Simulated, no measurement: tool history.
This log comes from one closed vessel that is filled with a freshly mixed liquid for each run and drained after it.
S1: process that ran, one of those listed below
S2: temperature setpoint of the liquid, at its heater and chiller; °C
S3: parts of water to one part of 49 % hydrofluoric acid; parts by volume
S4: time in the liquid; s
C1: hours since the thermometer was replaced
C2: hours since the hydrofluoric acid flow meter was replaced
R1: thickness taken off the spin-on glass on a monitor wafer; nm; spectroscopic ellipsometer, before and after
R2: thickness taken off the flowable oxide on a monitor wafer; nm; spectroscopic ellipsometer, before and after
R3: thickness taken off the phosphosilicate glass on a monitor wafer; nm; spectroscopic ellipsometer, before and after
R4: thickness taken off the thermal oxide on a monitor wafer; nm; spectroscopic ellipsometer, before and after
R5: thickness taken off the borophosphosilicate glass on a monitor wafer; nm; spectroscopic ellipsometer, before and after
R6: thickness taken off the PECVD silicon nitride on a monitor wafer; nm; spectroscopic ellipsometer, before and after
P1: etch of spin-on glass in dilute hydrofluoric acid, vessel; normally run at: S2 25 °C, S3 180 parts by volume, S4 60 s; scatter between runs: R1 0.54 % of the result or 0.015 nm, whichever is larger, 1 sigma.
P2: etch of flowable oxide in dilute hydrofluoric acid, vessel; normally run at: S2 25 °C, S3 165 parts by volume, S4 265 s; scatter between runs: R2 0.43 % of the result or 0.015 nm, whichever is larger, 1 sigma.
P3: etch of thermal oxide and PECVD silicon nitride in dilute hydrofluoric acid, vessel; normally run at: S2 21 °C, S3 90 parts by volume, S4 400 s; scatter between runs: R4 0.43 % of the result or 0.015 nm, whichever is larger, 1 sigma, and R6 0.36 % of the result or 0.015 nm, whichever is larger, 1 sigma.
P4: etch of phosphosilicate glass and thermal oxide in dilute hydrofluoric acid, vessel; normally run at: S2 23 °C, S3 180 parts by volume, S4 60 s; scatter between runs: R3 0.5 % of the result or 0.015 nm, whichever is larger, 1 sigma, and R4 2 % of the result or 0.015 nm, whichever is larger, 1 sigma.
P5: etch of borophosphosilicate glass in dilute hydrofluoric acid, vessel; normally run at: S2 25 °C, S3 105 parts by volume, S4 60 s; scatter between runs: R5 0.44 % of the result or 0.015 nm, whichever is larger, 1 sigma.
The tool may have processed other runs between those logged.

run 1 hour=2.9 | S1=P1 S2=25 S3=180 S4=60 | C1=663.6 C2=1689.1 | R1=9.035
run 2 hour=6.6 | S1=P2 S2=25 S3=165 S4=265 | C1=667.3 C2=1692.8 | R2=51.517
run 3 hour=9.9 | S1=P4 S2=23 S3=180 S4=60 | C1=670.6 C2=1696.1 | R3=37.982 R4=1.3839
run 4 hour=14.3 | S1=P1 S2=25 S3=180 S4=60 | C1=675 C2=1700.5 | R1=9.1029
run 5 hour=18 | S1=P1 S2=25 S3=325 S4=35 | C1=678.7 C2=1704.2 | R1=2.5266
run 6 hour=22.1 | S1=P4 S2=18 S3=180 S4=60 | C1=682.8 C2=1708.3 | R3=31.254 R4=1.1091
run 7 hour=25.8 | S1=P1 S2=25 S3=180 S4=60 | C1=686.5 C2=1712 | R1=8.9886
run 8 hour=28.3 | S1=P1 S2=25 S3=55 S4=60 | C1=689 C2=1714.5 | R1=34.776
run 9 hour=32.4 | S1=P2 S2=25 S3=165 S4=530 | C1=693.1 C2=1718.6 | R2=103.73
run 10 hour=36.7 | S1=P1 S2=25 S3=180 S4=30 | C1=697.4 C2=1722.9 | R1=4.5364
run 11 hour=39.4 | S1=P5 S2=25 S3=105 S4=60 | C1=700.1 C2=1725.6 | R5=21.637
run 12 hour=43 | S1=P3 S2=21 S3=135 S4=400 | C1=703.7 C2=1729.2 | R4=12.101 R6=7.314
run 13 hour=46.8 | S1=P5 S2=25 S3=40 S4=60 | C1=707.5 C2=1733 | R5=61.867
run 14 hour=49.4 | S1=P1 S2=25 S3=180 S4=60 | C1=710.1 C2=1735.6 | R1=9.0814
run 15 hour=53.9 | S1=P4 S2=23 S3=180 S4=110 | C1=714.6 C2=1740.1 | R3=69.763 R4=2.6484
run 16 hour=58 | S1=P3 S2=21 S3=90 S4=400 | C1=718.7 C2=1744.2 | R4=19.2 R6=10.979
run 17 hour=62.9 | S1=P1 S2=25 S3=180 S4=60 | C1=723.6 C2=1749.1 | R1=9.037
run 18 hour=68.2 | S1=P1 S2=25 S3=180 S4=60 | C1=728.9 C2=1754.4 | R1=9.0569
run 19 hour=73.8 | S1=P4 S2=23 S3=180 S4=60 | C1=734.5 C2=1760 | R3=38.015 R4=1.3861
run 20 hour=78.9 | S1=P3 S2=21 S3=90 S4=225 | C1=739.6 C2=1765.1 | R4=10.704 R6=6.1758
run 21 hour=82.3 | S1=P1 S2=31 S3=180 S4=60 | C1=743 C2=1768.5 | R1=11.162
run 22 hour=85.9 | S1=P1 S2=25 S3=180 S4=85 | C1=746.6 C2=1772.1 | R1=12.685
run 23 hour=89 | S1=P1 S2=25 S3=285 S4=60 | C1=749.7 C2=1775.2 | R1=5.0318
run 24 hour=93.1 | S1=P3 S2=17 S3=90 S4=400 | C1=753.8 C2=1779.3 | R4=16.165 R6=8.3229
run 25 hour=96.1 | S1=P5 S2=33 S3=105 S4=60 | C1=756.8 C2=1782.3 | R5=29.105
run 26 hour=99.8 | S1=P1 S2=18.5 S3=180 S4=60 | C1=760.5 C2=1786 | R1=7.0615
run 27 hour=103.1 | S1=P2 S2=25 S3=165 S4=265 | C1=763.8 C2=1789.3 | R2=52.261
run 28 hour=107.1 | S1=P4 S2=23 S3=80 S4=60 | C1=767.8 C2=1793.3 | R3=95.908 R4=3.6332
run 29 hour=110.4 | S1=P1 S2=25 S3=180 S4=60 | C1=771.1 C2=1796.6 | R1=9.0206
run 30 hour=115 | S1=P2 S2=20.5 S3=165 S4=265 | C1=775.7 C2=1801.2 | R2=43.543
run 31 hour=117.7 | S1=P5 S2=25 S3=105 S4=105 | C1=778.4 C2=1803.9 | R5=37.935
run 32 hour=121.1 | S1=P2 S2=25 S3=35 S4=265 | C1=781.8 C2=1807.3 | R2=289.27
run 33 hour=124.6 | S1=P1 S2=25 S3=180 S4=60 | C1=785.3 C2=1810.8 | R1=9.0949
run 34 hour=130.2 | S1=P1 S2=25 S3=180 S4=60 | C1=790.9 C2=1816.4 | R1=8.6939
run 35 hour=135 | S1=P1 S2=25 S3=180 S4=60 | C1=795.7 C2=1821.2 | R1=8.5286
run 36 hour=139 | S1=P1 S2=25 S3=180 S4=60 | C1=799.7 C2=1825.2 | R1=8.4354
run 37 hour=143.7 | S1=P1 S2=25 S3=180 S4=60 | C1=804.4 C2=1829.9 | R1=8.5834
run 38 hour=148.7 | S1=P1 S2=25 S3=180 S4=60 | C1=809.4 C2=1834.9 | R1=8.459
run 39 hour=154.1 | S1=P1 S2=25 S3=180 S4=60 | C1=814.8 C2=1840.3 | R1=8.3926

What P1 gives has crept off from where it sat before. The 2 causes that follow fit the log equally well, each at the size noted:
A: liquid colder than its thermometer reads (K) = 1.76
B: hydrofluoric acid flow below the setpoint (%) = 5.3
Onset of the creep was near hour 124.6.

Which of the 4 check runs listed below separates the causes, so that each cause would produce a clearly different result? Each run uses one wafer, and its results are marked with question marks.
run check 1 hour=159.5 | S1=P3 S2=21 S3=90 S4=400 | R4=? R6=?
run check 2 hour=159.5 | S1=P5 S2=25 S3=105 S4=60 | R5=?
run check 3 hour=159.5 | S1=P4 S2=23 S3=180 S4=60 | R3=? R4=?
run check 4 hour=159.5 | S1=P2 S2=25 S3=165 S4=265 | R2=?

Check results expected under each cause:
check=check_1 result=R4 if_A=17.731 if_B=17.951
check=check_1 result=R6 if_A=9.6922 if_B=10.362
check=check_2 result=R5 if_A=20.17 if_B=20.324
check=check_3 result=R3 if_A=35.506 if_B=35.579
check=check_3 result=R4 if_A=1.3333 if_B=1.3361
check=check_4 result=R2 if_A=48.561 if_B=48.636
Per-check spread between the two closest causes, in the result where they differ most: check 1 6.69 %; check 2 0.76 %; check 3 0.2 %; check 4 0.16 %
The other checks would show nearly matching results whichever cause is true, so check 1 is the only one that separates the causes.

Here is what check 1 returned: R4 17.885 nm; R6 9.6916 nm. Which cause is it?

It is A: liquid colder than its thermometer reads (K).
